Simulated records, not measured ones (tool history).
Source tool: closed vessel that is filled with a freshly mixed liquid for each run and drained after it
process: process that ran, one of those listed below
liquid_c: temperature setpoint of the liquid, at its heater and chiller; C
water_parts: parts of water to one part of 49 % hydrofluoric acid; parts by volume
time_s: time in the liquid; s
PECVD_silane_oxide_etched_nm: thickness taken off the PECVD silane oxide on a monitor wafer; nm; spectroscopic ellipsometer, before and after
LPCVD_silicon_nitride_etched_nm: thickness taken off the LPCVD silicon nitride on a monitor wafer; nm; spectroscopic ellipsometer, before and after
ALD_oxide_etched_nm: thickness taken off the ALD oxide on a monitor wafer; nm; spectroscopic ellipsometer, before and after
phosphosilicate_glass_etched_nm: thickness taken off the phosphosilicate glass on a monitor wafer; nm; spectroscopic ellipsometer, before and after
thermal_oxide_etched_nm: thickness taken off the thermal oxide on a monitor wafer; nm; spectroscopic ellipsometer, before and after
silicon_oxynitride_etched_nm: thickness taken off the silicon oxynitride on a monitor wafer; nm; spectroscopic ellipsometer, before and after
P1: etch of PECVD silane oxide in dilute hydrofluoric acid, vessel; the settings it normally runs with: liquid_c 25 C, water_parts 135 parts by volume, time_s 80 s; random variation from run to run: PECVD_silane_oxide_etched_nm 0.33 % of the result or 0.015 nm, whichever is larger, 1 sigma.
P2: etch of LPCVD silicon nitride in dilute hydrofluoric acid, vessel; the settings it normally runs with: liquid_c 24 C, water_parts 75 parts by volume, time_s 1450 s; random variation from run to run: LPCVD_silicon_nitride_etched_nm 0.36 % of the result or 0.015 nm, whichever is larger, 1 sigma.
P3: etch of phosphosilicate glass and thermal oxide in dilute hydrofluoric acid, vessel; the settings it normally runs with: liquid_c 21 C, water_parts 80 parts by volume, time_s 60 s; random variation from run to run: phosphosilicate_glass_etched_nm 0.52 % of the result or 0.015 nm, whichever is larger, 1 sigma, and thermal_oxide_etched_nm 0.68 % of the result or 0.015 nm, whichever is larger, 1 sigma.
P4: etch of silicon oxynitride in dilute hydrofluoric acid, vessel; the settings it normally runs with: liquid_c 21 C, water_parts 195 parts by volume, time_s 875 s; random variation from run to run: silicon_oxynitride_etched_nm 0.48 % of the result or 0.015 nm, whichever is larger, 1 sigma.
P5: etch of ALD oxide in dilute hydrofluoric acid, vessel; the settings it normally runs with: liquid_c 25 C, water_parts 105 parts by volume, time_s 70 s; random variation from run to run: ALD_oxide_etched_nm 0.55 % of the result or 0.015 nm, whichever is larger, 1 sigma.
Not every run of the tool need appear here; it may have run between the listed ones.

run   hour  process  liquid_c  water_parts  time_s  hours since the thermometer was replaced  hours since the hydrofluoric acid flow meter was replaced  PECVD_silane_oxide_etched_nm  LPCVD_silicon_nitride_etched_nm  ALD_oxide_etched_nm  phosphosilicate_glass_etched_nm  thermal_oxide_etched_nm  silicon_oxynitride_etched_nm
  1    3.2       P1        25          135      80                                     105.3                                                      675.5                        8.6157
  2    6.1       P2        17           75    1450                                     108.2                                                      678.4                                                         5.9264
  3   10.1       P5        18          105      70                                     112.2                                                      682.4                                                                              8.8079
  4   13.2       P3        21           80      30                                     115.3                                                      685.5                                                                                                               47.488                   1.5385
  5   18.7       P1        25          135      80                                     120.8                                                        691                        8.7607
  6   22.7       P1      33.5          135      80                                     124.8                                                        695                        11.958
      28.3  -- hydrofluoric acid flow meter replaced
  7   28.5       P2        24           75    2575                                     130.6                                                        0.3                                                         17.008
  8   32.3       P3        21           40      60                                     134.4                                                        4.1                                                                                                                200.6                    6.424
  9     37       P2        24           75    1450                                     139.1                                                        8.8                                                         9.5812
 10   40.9       P4        21          195     875                                       143                                                       12.7                                                                                                                                                                      5.9551
 11   47.3       P4        21          195    1495                                     149.4                                                       19.1                                                                                                                                                                      10.224
 12     51       P5        25          105      30                                     153.1                                                       22.8                                                                              4.9632
 13   54.6       P4        21          310     875                                     156.7                                                       26.4                                                                                                                                                                      3.4565
 14   58.1       P1        25          135      80                                     160.2                                                       29.9                        8.6813
 15   60.9       P2        24          135    1450                                       163                                                       32.7                                                         5.4035
 16   66.6       P3        26           80      60                                     168.7                                                       38.4                                                                                                                117.5                     3.74
 17   69.8       P1        25          195      80                                     171.9                                                       41.6                        5.6096
 18   74.9       P3        21           80      60                                       177                                                       46.7                                                                                                               95.526                   3.0988
 19   80.7       P4        27          195     875                                     182.8                                                       52.5                                                                                                                                                                      7.8073
 20     85       P1        25          135     150                                     187.1                                                       56.8                        16.389
 21   90.1       P1        25           25      80                                     192.2                                                       61.9                        54.274
 22     95       P5        25          105      70                                     197.1                                                       66.8                                                                              11.584
 23  100.8       P1        25          135      30                                     202.9                                                       72.6                        3.2755
 24  107.1       P1        25          135      80                                     209.2                                                       78.9                        8.7037
 25  112.5       P1        31          195      80                                     214.6                                                       84.3                        6.9227
 26  117.9       P1        25          135      80                                       220                                                       89.7                        8.7147
 27  122.5       P5        25           25      70                                     224.6                                                       94.3                                                                              54.467

What does the tool deliver on the next run?
 28  126.8       P1        20          135      80                                     228.9                                                       98.6                             ?

PECVD_silane_oxide_etched_nm: 7.1471 nm

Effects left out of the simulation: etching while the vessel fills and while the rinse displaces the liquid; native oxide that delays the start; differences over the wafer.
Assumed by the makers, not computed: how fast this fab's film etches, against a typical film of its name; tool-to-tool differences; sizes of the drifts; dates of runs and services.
